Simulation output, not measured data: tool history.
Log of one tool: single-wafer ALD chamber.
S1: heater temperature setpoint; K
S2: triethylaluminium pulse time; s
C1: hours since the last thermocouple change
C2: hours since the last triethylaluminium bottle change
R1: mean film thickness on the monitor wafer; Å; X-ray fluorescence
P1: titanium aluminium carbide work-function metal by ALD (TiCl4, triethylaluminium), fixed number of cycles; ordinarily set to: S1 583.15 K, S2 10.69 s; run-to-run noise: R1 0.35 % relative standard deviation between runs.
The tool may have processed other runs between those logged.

run,hour,S1,S2,C1,C2,R1
1,18.6,583.15,10.69,1709.2,572.1,20.871
2,32.9,583.15,10.69,1723.5,586.4,20.931
3,51.2,583.15,3.76,1741.8,604.7,15.546
4,65.8,583.15,17.81,1756.4,619.3,21.272
5,84.2,604.15,10.69,1774.8,637.7,22.737
6,95.7,572.15,5.43,1786.3,649.2,17.322
7,106.1,583.15,10.69,1796.7,659.6,20.843
8,124.3,583.15,10.69,1814.9,677.8,20.899
9,137.7,564.15,10.69,1828.3,691.2,19.238

Estimate the outcome of run 10 from the log above:
10,148.6,583.15,10.69,1839.2,702.1,?

{"run 10": {"R1": 20.812}}
